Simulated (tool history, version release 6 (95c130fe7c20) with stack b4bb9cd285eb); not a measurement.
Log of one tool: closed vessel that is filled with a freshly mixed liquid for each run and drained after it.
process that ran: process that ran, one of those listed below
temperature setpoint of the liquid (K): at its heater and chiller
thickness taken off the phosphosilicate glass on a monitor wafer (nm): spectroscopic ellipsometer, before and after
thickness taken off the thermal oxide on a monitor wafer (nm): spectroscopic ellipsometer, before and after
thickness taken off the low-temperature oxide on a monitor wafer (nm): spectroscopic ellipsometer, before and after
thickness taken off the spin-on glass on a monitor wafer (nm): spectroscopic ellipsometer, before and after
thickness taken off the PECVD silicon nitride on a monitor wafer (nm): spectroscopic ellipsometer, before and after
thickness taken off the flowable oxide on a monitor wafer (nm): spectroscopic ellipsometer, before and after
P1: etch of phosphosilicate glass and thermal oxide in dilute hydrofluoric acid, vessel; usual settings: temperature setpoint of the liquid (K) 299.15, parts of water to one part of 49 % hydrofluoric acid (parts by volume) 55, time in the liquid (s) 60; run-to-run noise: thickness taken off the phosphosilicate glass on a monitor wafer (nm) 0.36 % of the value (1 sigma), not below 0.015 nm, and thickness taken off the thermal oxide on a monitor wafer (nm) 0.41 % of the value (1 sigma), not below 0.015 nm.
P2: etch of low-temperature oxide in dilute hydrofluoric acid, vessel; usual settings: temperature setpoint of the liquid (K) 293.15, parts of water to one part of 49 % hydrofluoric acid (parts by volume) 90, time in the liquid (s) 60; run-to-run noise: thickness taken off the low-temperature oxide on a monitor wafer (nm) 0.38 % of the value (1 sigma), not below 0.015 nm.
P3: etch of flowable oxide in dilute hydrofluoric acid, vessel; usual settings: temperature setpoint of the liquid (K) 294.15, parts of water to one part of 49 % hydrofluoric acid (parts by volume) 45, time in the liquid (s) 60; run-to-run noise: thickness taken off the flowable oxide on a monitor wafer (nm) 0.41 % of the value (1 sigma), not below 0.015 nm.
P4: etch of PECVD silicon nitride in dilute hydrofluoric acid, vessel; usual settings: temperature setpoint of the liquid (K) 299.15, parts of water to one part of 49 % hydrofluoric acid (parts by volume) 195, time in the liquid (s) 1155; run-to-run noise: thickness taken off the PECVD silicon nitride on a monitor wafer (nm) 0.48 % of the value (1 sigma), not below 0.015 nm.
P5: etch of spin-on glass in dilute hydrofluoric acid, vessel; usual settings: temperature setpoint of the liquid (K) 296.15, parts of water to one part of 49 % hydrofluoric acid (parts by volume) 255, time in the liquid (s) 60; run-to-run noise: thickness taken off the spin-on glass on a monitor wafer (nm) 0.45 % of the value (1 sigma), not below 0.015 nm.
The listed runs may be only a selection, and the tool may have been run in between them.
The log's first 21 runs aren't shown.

| run | hour | process that ran | temperature setpoint of the liquid (K) | parts of water to one part of 49 % hydrofluoric acid (parts by volume) | time in the liquid (s) | hours since the thermometer was replaced | hours since the hydrofluoric acid flow meter was replaced | thickness taken off the phosphosilicate glass on a monitor wafer (nm) | thickness taken off the thermal oxide on a monitor wafer (nm) | thickness taken off the low-temperature oxide on a monitor wafer (nm) | thickness taken off the spin-on glass on a monitor wafer (nm) | thickness taken off the PECVD silicon nitride on a monitor wafer (nm) | thickness taken off the flowable oxide on a monitor wafer (nm) |
|---|---|---|---|---|---|---|---|---|---|---|---|---|---|
| 22 | 221.5 | P1 | 299.15 | 55 | 60 | 902.8 | 126.7 | 143.43 | 6.0451 |  |  |  |  |
| 23 | 232.4 | P2 | 293.15 | 90 | 60 | 913.7 | 137.6 |  |  | 11.561 |  |  |  |
| 24 | 242.4 | P2 | 293.15 | 90 | 85 | 923.7 | 147.6 |  |  | 16.505 |  |  |  |
| 25 | 252.1 | P5 | 296.15 | 255 | 105 | 933.4 | 157.3 |  |  |  | 12.144 |  |  |
| 26 | 258.4 | P4 | 299.15 | 195 | 1155 | 939.7 | 163.6 |  |  |  |  | 16.783 |  |
| 27 | 266.9 | P3 | 294.15 | 45 | 115 | 948.2 | 172.1 |  |  |  |  |  | 87.359 |
| 28 | 279.7 | P3 | 298.15 | 45 | 60 | 961 | 184.9 |  |  |  |  |  | 53.556 |
| 29 | 287.5 | P1 | 299.15 | 55 | 105 | 968.8 | 192.7 | 249.62 | 10.597 |  |  |  |  |
| 30 | 295.4 | P4 | 299.15 | 195 | 1155 | 976.7 | 200.6 |  |  |  |  | 16.698 |  |
| 31 | 302.5 | P5 | 290.15 | 255 | 60 | 983.8 | 207.7 |  |  |  | 5.5439 |  |  |
| 32 | 310.6 | P1 | 299.15 | 55 | 60 | 991.9 | 215.8 | 142.57 | 6.0224 |  |  |  |  |
| 33 | 322.7 | P1 | 299.15 | 55 | 60 | 1004 | 227.9 | 149.4 | 6.2946 |  |  |  |  |
| 34 | 329.4 | P1 | 299.15 | 55 | 60 | 1010.7 | 234.6 | 150.48 | 6.344 |  |  |  |  |
| 35 | 338.3 | P1 | 299.15 | 55 | 60 | 1019.6 | 243.5 | 152.71 | 6.4216 |  |  |  |  |
| 36 | 347.5 | P1 | 299.15 | 55 | 60 | 1028.8 | 252.7 | 154.4 | 6.4479 |  |  |  |  |
| 37 | 356.3 | P1 | 299.15 | 55 | 60 | 1037.6 | 261.5 | 154.79 | 6.5267 |  |  |  |  |
| 38 | 367.1 | P1 | 299.15 | 55 | 60 | 1048.4 | 272.3 | 156.06 | 6.5956 |  |  |  |  |

Run 39 has not been measured yet. What should we expect?
| 39 | 379.7 | P1 | 299.15 | 55 | 60 | 1061 | 284.9 | ? | ? |  |  |  |  |

Logged for run 39: thickness taken off the phosphosilicate glass on a monitor wafer (nm) 156.59, thickness taken off the thermal oxide on a monitor wafer (nm) 6.5959.
